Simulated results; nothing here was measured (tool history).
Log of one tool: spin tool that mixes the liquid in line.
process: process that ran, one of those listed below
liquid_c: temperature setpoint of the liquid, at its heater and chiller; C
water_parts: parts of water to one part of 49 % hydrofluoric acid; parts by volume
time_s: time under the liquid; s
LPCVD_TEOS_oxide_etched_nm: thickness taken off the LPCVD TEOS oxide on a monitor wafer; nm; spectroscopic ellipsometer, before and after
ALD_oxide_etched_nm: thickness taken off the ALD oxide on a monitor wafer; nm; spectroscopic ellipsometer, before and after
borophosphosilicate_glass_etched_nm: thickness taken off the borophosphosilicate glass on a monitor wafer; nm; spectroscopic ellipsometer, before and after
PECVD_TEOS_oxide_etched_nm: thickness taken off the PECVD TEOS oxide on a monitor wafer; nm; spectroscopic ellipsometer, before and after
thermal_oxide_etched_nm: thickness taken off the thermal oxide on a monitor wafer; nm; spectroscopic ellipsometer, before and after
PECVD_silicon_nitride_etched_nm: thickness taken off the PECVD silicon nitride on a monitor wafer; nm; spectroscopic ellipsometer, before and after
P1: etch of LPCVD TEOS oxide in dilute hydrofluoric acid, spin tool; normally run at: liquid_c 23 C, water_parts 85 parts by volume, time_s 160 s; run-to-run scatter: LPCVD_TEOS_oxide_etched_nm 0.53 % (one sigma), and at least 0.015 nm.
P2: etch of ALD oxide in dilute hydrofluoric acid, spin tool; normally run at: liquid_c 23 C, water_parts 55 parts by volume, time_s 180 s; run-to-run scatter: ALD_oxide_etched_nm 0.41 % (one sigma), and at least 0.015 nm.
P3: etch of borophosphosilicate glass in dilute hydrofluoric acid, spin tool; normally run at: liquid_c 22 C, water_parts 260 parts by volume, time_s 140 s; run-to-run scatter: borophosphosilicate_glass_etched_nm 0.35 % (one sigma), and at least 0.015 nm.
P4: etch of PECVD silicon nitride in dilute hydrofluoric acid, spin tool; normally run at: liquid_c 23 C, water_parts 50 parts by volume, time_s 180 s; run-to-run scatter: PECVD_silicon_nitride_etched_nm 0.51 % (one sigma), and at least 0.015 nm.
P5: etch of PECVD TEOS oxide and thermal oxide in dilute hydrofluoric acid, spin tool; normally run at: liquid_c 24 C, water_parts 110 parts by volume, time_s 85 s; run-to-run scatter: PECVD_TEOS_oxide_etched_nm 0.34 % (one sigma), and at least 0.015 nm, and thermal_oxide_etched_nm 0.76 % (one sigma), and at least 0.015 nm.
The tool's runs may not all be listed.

run   hour  process  liquid_c  water_parts  time_s  hours since the thermometer was replaced  hours since the hydrofluoric acid flow meter was replaced  LPCVD_TEOS_oxide_etched_nm  ALD_oxide_etched_nm  borophosphosilicate_glass_etched_nm  PECVD_TEOS_oxide_etched_nm  thermal_oxide_etched_nm  PECVD_silicon_nitride_etched_nm
  1    9.3       P1        23           85     160                                     180.4                                                        512                      43.328
  2   19.5       P1        23           85     160                                     190.6                                                      522.2                      43.277
  3   32.1       P1      17.5           85     235                                     203.2                                                      534.8                      50.702
  4   48.8       P1      18.5           85     160                                     219.9                                                      551.5                      36.487
  5   57.5       P2      29.5           55     180                                     228.6                                                      560.2                                           56.886
  6   73.4       P1        23           85      30                                     244.5                                                      576.1                      8.1862
  7   87.4       P3        22          260     140                                     258.5                                                      590.1                                                                                 20.74
  8   96.6       P3        22          260      30                                     267.7                                                      599.3                                                                                4.4254
  9  108.8       P5        24          180      85                                     279.9                                                      611.5                                                                                                            5.2927                   2.0909
 10  120.3       P1        23           85     160                                     291.4                                                        623                      43.908
 11  130.2       P1        29           30     160                                     301.3                                                      632.9                      171.17
 12  143.1       P4        23           30     180                                     314.2                                                      645.8                                                                                                                                                                      12.878
 13  152.3       P1        30           85     160                                     323.4                                                        655                      57.485
 14  170.7       P1        23           85     160                                     341.8                                                      673.4                      43.244
 15  187.1       P1        23           25     160                                     358.2                                                      689.8                      159.74
 16  196.9       P3        22          260     140                                       368                                                      699.6                                                                                20.626
 17  214.9       P3      17.5          260     140                                       386                                                      717.6                                                                                17.493
 18  227.2       P3        22           50     140                                     398.3                                                      729.9                                                                                135.45
 19  238.9       P5        24          110      85                                       410                                                      741.6                                                                                                             9.325                   3.7459
 20    250       P5      19.5          110      85                                     421.1                                                      752.7                                                                                                            7.8528                   3.1476
 21  264.6       P2        23           55     180                                     435.7                                                      767.3                                           43.914
 22  272.8       P1        23           85     275                                     443.9                                                      775.5                      75.713
     279.7  -- hydrofluoric acid flow meter replaced
 23  281.6       P2        23           55     300                                     452.7                                                        1.9                                            72.63
 24  293.2       P5        24          110      30                                     464.3                                                       13.5                                                                                                            3.2849                   1.3067
 25  308.6       P1        23          145     160                                     479.7                                                       28.9                      23.943
 26  321.9       P4        23           50      45                                       493                                                       42.2                                                                                                                                                                      1.9951
 27  335.7       P2        23          105     180                                     506.8                                                         56                                           21.594
 28    352       P4        27           50     180                                     523.1                                                       72.3                                                                                                                                                                      10.316
 29  367.1       P1        23           85     160                                     538.2                                                       87.4                      43.805
 30  376.2       P4        23           50     180                                     547.3                                                       96.5                                                                                                                                                                      7.8487
 31  390.6       P1        23           85     160                                     561.7                                                      110.9                      43.346
 32  399.4       P4        23           50     180                                     570.5                                                      119.7                                                                                                                                                                      7.8785
 33    409       P1        23           85     160                                     580.1                                                      129.3                       43.82
 34  426.6       P1        23           85     160                                     597.7                                                      146.9                      45.093
 35    437       P1        23           85     160                                     608.1                                                      157.3                      45.405
 36  454.2       P1        23           85     160                                     625.3                                                      174.5                      45.926
 37  472.3       P1        23           85     160                                     643.4                                                      192.6                       45.96
 38  485.8       P1        23           85     160                                     656.9                                                      206.1                      46.616
 39  502.3       P1        23           85     160                                     673.4                                                      222.6                      46.226
 40  519.2       P1        23           85     160                                     690.3                                                      239.5                      46.695
 41  535.1       P1        23           85     160                                     706.2                                                      255.4                      46.221

What P1 gives has crept away from where it was. These 2 causes fit the log equally well, each at the size given:
A: hydrofluoric acid flow above the setpoint (%) = 6.36
B: liquid hotter than its thermometer reads (K) = 1.7
The creep began at about hour 409.

4 check runs are offered, each on 2 wafers whose results are averaged, their results left as question marks. Which one tells the causes apart?
check 1   551       P2        23          100     260                                                                                                                                                     ?
check 2   551       P4        23           50      45                                                                                                                                                                                                                                                                                ?
check 3   551       P3        22           95      50                                                                                                                                                                                          ?
check 4   551       P5        21          165      85                                                                                                                                                                                                                      ?                        ?

What each check would give under each cause:
  check                               result    if A    if B
check 1                  ALD_oxide_etched_nm  35.298  35.248
check 2      PECVD_silicon_nitride_etched_nm  2.0896  2.2068
check 3  borophosphosilicate_glass_etched_nm  25.805  25.803
check 4           PECVD_TEOS_oxide_etched_nm  5.6117  5.5765
check 4              thermal_oxide_etched_nm  2.2326  2.2186
How far apart the two closest causes lie, in the result that separates them most: check 1 0.14 %; check 2 5.46 %; check 3 0.01 %; check 4 0.63 %
Only check 2 tells the causes apart: in the others they would give nearly the same result.

Check 2 was then run and gave: PECVD_silicon_nitride_etched_nm 2.2106 nm. Which cause is it?

It is B: liquid hotter than its thermometer reads (K).
